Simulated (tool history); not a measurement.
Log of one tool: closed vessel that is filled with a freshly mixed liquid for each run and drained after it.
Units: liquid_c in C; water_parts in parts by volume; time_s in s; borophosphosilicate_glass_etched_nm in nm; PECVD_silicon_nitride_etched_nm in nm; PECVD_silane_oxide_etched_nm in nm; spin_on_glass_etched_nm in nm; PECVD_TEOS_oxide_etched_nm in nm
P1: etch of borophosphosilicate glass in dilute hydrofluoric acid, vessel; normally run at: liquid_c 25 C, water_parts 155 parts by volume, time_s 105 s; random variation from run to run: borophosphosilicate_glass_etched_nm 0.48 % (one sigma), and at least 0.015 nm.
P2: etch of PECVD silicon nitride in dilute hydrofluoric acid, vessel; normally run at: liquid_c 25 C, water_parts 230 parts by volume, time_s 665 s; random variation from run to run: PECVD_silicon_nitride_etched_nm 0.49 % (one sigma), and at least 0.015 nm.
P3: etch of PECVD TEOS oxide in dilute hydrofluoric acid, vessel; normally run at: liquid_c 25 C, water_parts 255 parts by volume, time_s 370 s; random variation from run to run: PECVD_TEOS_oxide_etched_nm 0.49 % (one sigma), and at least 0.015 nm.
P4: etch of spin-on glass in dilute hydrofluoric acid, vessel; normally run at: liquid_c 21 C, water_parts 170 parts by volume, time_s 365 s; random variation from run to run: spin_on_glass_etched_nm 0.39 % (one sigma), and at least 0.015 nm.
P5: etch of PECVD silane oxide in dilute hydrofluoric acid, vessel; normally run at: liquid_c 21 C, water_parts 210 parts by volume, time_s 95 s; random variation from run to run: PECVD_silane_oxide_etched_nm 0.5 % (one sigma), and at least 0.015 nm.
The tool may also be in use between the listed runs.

run	hour	process	liquid_c	water_parts	time_s	borophosphosilicate_glass_etched_nm	PECVD_silicon_nitride_etched_nm	PECVD_silane_oxide_etched_nm	spin_on_glass_etched_nm	PECVD_TEOS_oxide_etched_nm
1	9.8	P1	25	155	105	32.628				
2	21.3	P2	18	230	665		4.9778			
3	29.4	P1	25	155	40	12.422				
4	37.2	P1	19.5	155	160	40.194				
5	43.1	P1	25	155	105	32.821				
6	49.8	P1	25	155	185	57.441				
7	56	P2	25	230	1285		15.171			
8	63.7	P5	21	210	95			10.47		
9	74.5	P4	21	170	365				52.925	
10	80.3	P4	21	295	365				26.886	
11	88.3	P4	29	170	365				71.402	
12	99.7	P3	25	255	370					11.192
13	108.3	P1	25	155	105	32.706				
14	120.1	P1	25	240	105	19.304				
15	130.4	P5	21	95	95			25.99		
16	140.5	P2	25	230	665		7.9376			
17	148.3	P4	21	170	625				90.896	
18	159.4	P1	29.5	155	105	38.745				
19	165.4	P1	25	155	105	32.917				
20	174	P1	17.5	155	105	24.363				
21	180.5	P5	26	210	95			12.566		
22	189.9	P5	21	210	95			10.442		
23	201.4	P2	25	50	665		35.544			
24	211	P1	25	155	105	32.927				
25	219.1	P5	21	210	160			17.678		
26	230.3	P3	20	255	370					9.3265
27	241.1	P1	25	155	105	33.147				
28	248.8	P3	25	80	370					43.823
29	256.5	P3	25	255	75					2.2915
30	267.1	P1	25	85	105	65.767				
31	275.5	P1	25	155	105	32.756				
32	286.8	P1	25	155	105	34.003				
33	297.8	P1	25	155	105	34.385				
34	303.2	P1	25	155	105	34.562				
35	312.6	P1	25	155	105	34.28				
36	322.7	P1	25	155	105	34.725				
37	328.7	P1	25	155	105	34.976				

What P1 gives has crept away from where it was. These 2 causes fit the log equally well, each at the size given:
A: hydrofluoric acid flow above the setpoint (%) = 4.55
B: liquid hotter than its thermometer reads (K) = 1.4
The creep began at about hour 275.5.

4 check runs are offered, one wafer each, their results left as question marks. Which one tells the causes apart?
check 1	334.7	P2	25	230	1065		?			
check 2	334.7	P3	25	100	80					?
check 3	334.7	P4	21	280	365				?	
check 4	334.7	P5	21	125	145			?		

What each check would give under each cause:
check	result	if A	if B
check 1	PECVD_silicon_nitride_etched_nm	13.134	13.696
check 2	PECVD_TEOS_oxide_etched_nm	7.7726	7.8088
check 3	spin_on_glass_etched_nm	30.56	30.399
check 4	PECVD_silane_oxide_etched_nm	30.764	30.923
How far apart the two closest causes lie, in the result that separates them most: check 1 4.18 %; check 2 0.46 %; check 3 0.53 %; check 4 0.52 %
Check 1 tells the causes apart: in the others they would give nearly the same result.

Check 1 was then run and gave: PECVD_silicon_nitride_etched_nm 13.076 nm. Which cause is it?

It is A: hydrofluoric acid flow above the setpoint (%).

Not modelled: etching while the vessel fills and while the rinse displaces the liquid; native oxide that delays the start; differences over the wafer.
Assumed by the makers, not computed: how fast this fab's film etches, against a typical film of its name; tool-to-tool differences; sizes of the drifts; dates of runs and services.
